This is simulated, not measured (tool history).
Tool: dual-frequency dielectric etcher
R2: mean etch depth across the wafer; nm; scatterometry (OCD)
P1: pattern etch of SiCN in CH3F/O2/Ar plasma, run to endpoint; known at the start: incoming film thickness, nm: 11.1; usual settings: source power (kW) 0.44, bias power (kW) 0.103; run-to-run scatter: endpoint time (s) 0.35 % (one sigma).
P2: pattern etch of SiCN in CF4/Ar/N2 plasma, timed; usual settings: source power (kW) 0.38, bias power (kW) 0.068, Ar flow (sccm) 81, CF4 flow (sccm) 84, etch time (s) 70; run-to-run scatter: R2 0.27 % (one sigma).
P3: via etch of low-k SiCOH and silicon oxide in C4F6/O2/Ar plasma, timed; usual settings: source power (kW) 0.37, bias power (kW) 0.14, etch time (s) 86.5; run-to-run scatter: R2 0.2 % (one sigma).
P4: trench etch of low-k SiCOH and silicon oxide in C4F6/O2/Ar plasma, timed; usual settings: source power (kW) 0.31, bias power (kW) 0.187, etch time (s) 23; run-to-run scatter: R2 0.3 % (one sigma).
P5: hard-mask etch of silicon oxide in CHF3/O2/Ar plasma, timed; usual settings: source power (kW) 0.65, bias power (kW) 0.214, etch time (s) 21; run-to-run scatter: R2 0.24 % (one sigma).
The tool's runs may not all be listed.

run 1 hour=10.5 | process_that_ran=P1 source_power_(kW)=0.44 bias_power_(kW)=0.103 | endpoint_time_(s)=24.416
run 2 hour=25.1 | process_that_ran=P4 source_power_(kW)=0.31 bias_power_(kW)=0.187 etch_time_(s)=23 | R2=67.137
run 3 hour=39.6 | process_that_ran=P2 source_power_(kW)=0.38 bias_power_(kW)=0.068 etch_time_(s)=70 Ar_flow_(sccm)=107 CF4_flow_(sccm)=84 | R2=51.399
run 4 hour=55.2 | process_that_ran=P3 source_power_(kW)=0.37 bias_power_(kW)=0.14 etch_time_(s)=86.5 | R2=204.17
run 5 hour=71.6 | process_that_ran=P2 source_power_(kW)=0.38 bias_power_(kW)=0.068 etch_time_(s)=101.5 Ar_flow_(sccm)=81 CF4_flow_(sccm)=84 | R2=77.863
run 6 hour=89 | process_that_ran=P5 source_power_(kW)=0.65 bias_power_(kW)=0.214 etch_time_(s)=21 | R2=45.725
run 7 hour=101.2 | process_that_ran=P4 source_power_(kW)=0.24 bias_power_(kW)=0.187 etch_time_(s)=23 | R2=61.313
run 8 hour=109.4 | process_that_ran=P2 source_power_(kW)=0.38 bias_power_(kW)=0.068 etch_time_(s)=70 Ar_flow_(sccm)=81 CF4_flow_(sccm)=84 | R2=53.284
run 9 hour=122.1 | process_that_ran=P1 source_power_(kW)=0.44 bias_power_(kW)=0.103 | endpoint_time_(s)=24.246
run 10 hour=140.9 | process_that_ran=P1 source_power_(kW)=0.32 bias_power_(kW)=0.073 | endpoint_time_(s)=30.831
run 11 hour=159.1 | process_that_ran=P2 source_power_(kW)=0.22 bias_power_(kW)=0.068 etch_time_(s)=70 Ar_flow_(sccm)=81 CF4_flow_(sccm)=84 | R2=32.921
run 12 hour=169.5 | process_that_ran=P4 source_power_(kW)=0.31 bias_power_(kW)=0.116 etch_time_(s)=23 | R2=58.322
run 13 hour=179.6 | process_that_ran=P3 source_power_(kW)=0.49 bias_power_(kW)=0.14 etch_time_(s)=86.5 | R2=228.24
run 14 hour=195.8 | process_that_ran=P1 source_power_(kW)=0.44 bias_power_(kW)=0.103 | endpoint_time_(s)=24.251
run 15 hour=205.3 | process_that_ran=P4 source_power_(kW)=0.31 bias_power_(kW)=0.187 etch_time_(s)=12.5 | R2=36.573
run 16 hour=213.6 | process_that_ran=P5 source_power_(kW)=0.86 bias_power_(kW)=0.214 etch_time_(s)=21 | R2=50.901
run 17 hour=222.3 | process_that_ran=P1 source_power_(kW)=0.61 bias_power_(kW)=0.075 | endpoint_time_(s)=24.088
run 18 hour=240.5 | process_that_ran=P1 source_power_(kW)=0.44 bias_power_(kW)=0.103 | endpoint_time_(s)=24.26
run 19 hour=257.3 | process_that_ran=P1 source_power_(kW)=0.28 bias_power_(kW)=0.103 | endpoint_time_(s)=28.556
run 20 hour=274.7 | process_that_ran=P2 source_power_(kW)=0.38 bias_power_(kW)=0.09 etch_time_(s)=70 Ar_flow_(sccm)=81 CF4_flow_(sccm)=84 | R2=58.789
run 21 hour=283.3 | process_that_ran=P3 source_power_(kW)=0.37 bias_power_(kW)=0.186 etch_time_(s)=86.5 | R2=223.57
run 22 hour=296.7 | process_that_ran=P2 source_power_(kW)=0.38 bias_power_(kW)=0.068 etch_time_(s)=70 Ar_flow_(sccm)=81 CF4_flow_(sccm)=54 | R2=50.257
run 23 hour=305 | process_that_ran=P1 source_power_(kW)=0.44 bias_power_(kW)=0.125 | endpoint_time_(s)=22.492
run 24 hour=316.8 | process_that_ran=P5 source_power_(kW)=0.65 bias_power_(kW)=0.147 etch_time_(s)=21 | R2=40.369
-- hour=320.2 bias power generator calibrated
run 25 hour=329.3 | process_that_ran=P1 source_power_(kW)=0.44 bias_power_(kW)=0.064 | endpoint_time_(s)=28.91
run 26 hour=342.8 | process_that_ran=P5 source_power_(kW)=0.65 bias_power_(kW)=0.214 etch_time_(s)=13 | R2=28.393
run 27 hour=353.8 | process_that_ran=P1 source_power_(kW)=0.44 bias_power_(kW)=0.103 | endpoint_time_(s)=24.508
run 28 hour=363.4 | process_that_ran=P2 source_power_(kW)=0.38 bias_power_(kW)=0.068 etch_time_(s)=70 Ar_flow_(sccm)=81 CF4_flow_(sccm)=84 | R2=53.44
run 29 hour=372.2 | process_that_ran=P3 source_power_(kW)=0.37 bias_power_(kW)=0.14 etch_time_(s)=109.5 | R2=258.89
run 30 hour=390.6 | process_that_ran=P1 source_power_(kW)=0.56 bias_power_(kW)=0.103 | endpoint_time_(s)=22.126
run 31 hour=400.6 | process_that_ran=P1 source_power_(kW)=0.44 bias_power_(kW)=0.103 | endpoint_time_(s)=24.148
run 32 hour=418.8 | process_that_ran=P1 source_power_(kW)=0.44 bias_power_(kW)=0.103 | endpoint_time_(s)=24.21
run 33 hour=428.5 | process_that_ran=P1 source_power_(kW)=0.44 bias_power_(kW)=0.103 | endpoint_time_(s)=24.295
run 34 hour=445.2 | process_that_ran=P1 source_power_(kW)=0.44 bias_power_(kW)=0.103 | endpoint_time_(s)=24.495
run 35 hour=457.2 | process_that_ran=P1 source_power_(kW)=0.44 bias_power_(kW)=0.103 | endpoint_time_(s)=24.541
-- hour=467.9 wet clean of the chamber
run 36 hour=470.4 | process_that_ran=P1 source_power_(kW)=0.44 bias_power_(kW)=0.103 | endpoint_time_(s)=24.557
run 37 hour=485.1 | process_that_ran=P1 source_power_(kW)=0.44 bias_power_(kW)=0.103 | endpoint_time_(s)=24.679
run 38 hour=503 | process_that_ran=P1 source_power_(kW)=0.44 bias_power_(kW)=0.103 | endpoint_time_(s)=24.583

What P1 gives has crept away from where it was. These 2 causes fit the log equally well, each at the size given:
A: source power that arrives under what is set, % = 4.61
B: bias power that arrives under what is set, % = 4.53
The creep began at about hour 418.8.
Why every other cause is out:
chamber walls in a state that lowers the etch rate, %: serviced at hour 467.9, which brought nothing back

4 check runs are offered, one wafer each, their results left as question marks. Which one tells the causes apart?
run check 1 hour=520.9 | process_that_ran=P5 source_power_(kW)=0.65 bias_power_(kW)=0.214 etch_time_(s)=21 | R2=?
run check 2 hour=520.9 | process_that_ran=P2 source_power_(kW)=0.38 bias_power_(kW)=0.068 etch_time_(s)=70 Ar_flow_(sccm)=81 CF4_flow_(sccm)=84 | R2=?
run check 3 hour=520.9 | process_that_ran=P4 source_power_(kW)=0.31 bias_power_(kW)=0.187 etch_time_(s)=23 | R2=?
run check 4 hour=520.9 | process_that_ran=P3 source_power_(kW)=0.37 bias_power_(kW)=0.14 etch_time_(s)=86.5 | R2=?

What each check would give under each cause:
check=check_1 result=R2 if_A=45.009 if_B=45.096
check=check_2 result=R2 if_A=51.131 if_B=52.51
check=check_3 result=R2 if_A=66.248 if_B=66.465
check=check_4 result=R2 if_A=200.86 if_B=201.82
How far apart the two closest causes lie, in the result that separates them most: check 1 0.19 %; check 2 2.66 %; check 3 0.33 %; check 4 0.48 %
Check 2 tells the causes apart: in the others they would give nearly the same result.

Then check 2 was run and gave: R2 52.755 nm. Which cause is it?

It is B: bias power that arrives under what is set, %.
